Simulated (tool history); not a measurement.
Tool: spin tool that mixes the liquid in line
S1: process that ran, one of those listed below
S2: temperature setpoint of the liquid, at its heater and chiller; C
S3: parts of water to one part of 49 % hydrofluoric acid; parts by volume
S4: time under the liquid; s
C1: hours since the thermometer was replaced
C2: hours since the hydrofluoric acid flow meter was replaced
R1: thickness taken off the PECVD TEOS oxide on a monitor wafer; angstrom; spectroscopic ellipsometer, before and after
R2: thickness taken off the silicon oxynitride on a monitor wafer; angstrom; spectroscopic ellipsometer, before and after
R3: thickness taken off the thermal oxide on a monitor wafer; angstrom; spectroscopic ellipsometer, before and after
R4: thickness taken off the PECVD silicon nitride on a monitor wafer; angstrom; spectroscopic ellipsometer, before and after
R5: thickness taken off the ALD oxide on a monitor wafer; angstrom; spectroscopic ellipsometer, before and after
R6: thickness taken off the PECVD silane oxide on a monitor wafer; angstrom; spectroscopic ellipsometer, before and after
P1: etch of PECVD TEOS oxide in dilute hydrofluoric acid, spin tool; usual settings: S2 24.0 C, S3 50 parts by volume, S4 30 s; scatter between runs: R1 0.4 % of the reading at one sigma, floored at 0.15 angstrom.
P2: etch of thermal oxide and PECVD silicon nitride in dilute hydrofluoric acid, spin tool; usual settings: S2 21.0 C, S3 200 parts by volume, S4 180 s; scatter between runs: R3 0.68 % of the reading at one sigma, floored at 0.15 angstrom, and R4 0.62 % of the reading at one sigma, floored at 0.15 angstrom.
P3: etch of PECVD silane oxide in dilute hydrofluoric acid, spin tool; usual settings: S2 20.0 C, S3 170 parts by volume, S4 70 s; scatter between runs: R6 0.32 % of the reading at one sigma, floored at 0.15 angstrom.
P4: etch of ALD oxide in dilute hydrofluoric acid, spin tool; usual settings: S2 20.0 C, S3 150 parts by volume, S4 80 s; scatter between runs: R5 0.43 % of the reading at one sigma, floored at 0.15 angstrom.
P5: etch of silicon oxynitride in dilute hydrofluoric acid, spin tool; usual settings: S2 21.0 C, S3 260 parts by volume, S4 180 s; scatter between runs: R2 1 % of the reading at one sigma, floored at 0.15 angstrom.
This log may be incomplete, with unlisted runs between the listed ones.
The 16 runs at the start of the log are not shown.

{"run": 17, "hour": 52.9, "S1": "P4", "S2": 20.0, "S3": 230, "S4": 80, "C1": 232.2, "C2": 701.7, "R5": 31.557}
{"run": 18, "hour": 56.4, "S1": "P1", "S2": 24.0, "S3": 50, "S4": 50, "C1": 235.7, "C2": 705.2, "R1": 314.32}
{"run": 19, "hour": 59.4, "S1": "P2", "S2": 21.0, "S3": 200, "S4": 335, "C1": 238.7, "C2": 708.2, "R3": 62.21, "R4": 77.813}
{"run": 20, "hour": 63.2, "S1": "P2", "S2": 17.0, "S3": 200, "S4": 180, "C1": 242.5, "C2": 712.0, "R3": 28.833, "R4": 32.268}
{"run": 21, "hour": 65.8, "S1": "P3", "S2": 20.0, "S3": 35, "S4": 70, "C1": 245.1, "C2": 714.6, "R6": 442.98}
{"run": 22, "hour": 69.2, "S1": "P1", "S2": 24.0, "S3": 50, "S4": 30, "C1": 248.5, "C2": 718.0, "R1": 188.24}
{"run": 23, "hour": 73.3, "S1": "P1", "S2": 24.0, "S3": 75, "S4": 30, "C1": 252.6, "C2": 722.1, "R1": 122.54}
{"run": 24, "hour": 77.0, "S1": "P5", "S2": 21.0, "S3": 400, "S4": 180, "C1": 256.3, "C2": 725.8, "R2": 15.249}
{"run": 25, "hour": 80.9, "S1": "P1", "S2": 31.0, "S3": 50, "S4": 30, "C1": 260.2, "C2": 729.7, "R1": 247.86}
{"run": 26, "hour": 85.0, "S1": "P4", "S2": 20.0, "S3": 150, "S4": 80, "C1": 264.3, "C2": 733.8, "R5": 51.949}
{"run": 27, "hour": 87.2, "S1": "P4", "S2": 17.0, "S3": 150, "S4": 80, "C1": 266.5, "C2": 736.0, "R5": 46.401}
{"run": 28, "hour": 91.8, "S1": "P1", "S2": 24.0, "S3": 50, "S4": 30, "C1": 271.1, "C2": 740.6, "R1": 188.73}
{"run": 29, "hour": 94.8, "S1": "P1", "S2": 24.0, "S3": 20, "S4": 30, "C1": 274.1, "C2": 743.6, "R1": 494.48}
{"run": 30, "hour": 98.0, "S1": "P3", "S2": 17.0, "S3": 170, "S4": 70, "C1": 277.3, "C2": 746.8, "R6": 68.669}
{"run": 31, "hour": 102.4, "S1": "P1", "S2": 24.0, "S3": 50, "S4": 30, "C1": 281.7, "C2": 751.2, "R1": 188.35}
{"run": 32, "hour": 104.7, "S1": "P1", "S2": 24.0, "S3": 50, "S4": 30, "C1": 284.0, "C2": 753.5, "R1": 183.77}
{"run": 33, "hour": 107.5, "S1": "P1", "S2": 24.0, "S3": 50, "S4": 30, "C1": 286.8, "C2": 756.3, "R1": 179.69}
{"run": 34, "hour": 111.5, "S1": "P1", "S2": 24.0, "S3": 50, "S4": 30, "C1": 290.8, "C2": 760.3, "R1": 178.14}
{"run": 35, "hour": 114.0, "S1": "P1", "S2": 24.0, "S3": 50, "S4": 30, "C1": 293.3, "C2": 762.8, "R1": 176.71}

For run 36, what comes out?
{"run": 36, "hour": 118.0, "S1": "P1", "S2": 24.0, "S3": 50, "S4": 30, "C1": 297.3, "C2": 766.8, "R1": "?"}

R1: 175.690 angstrom
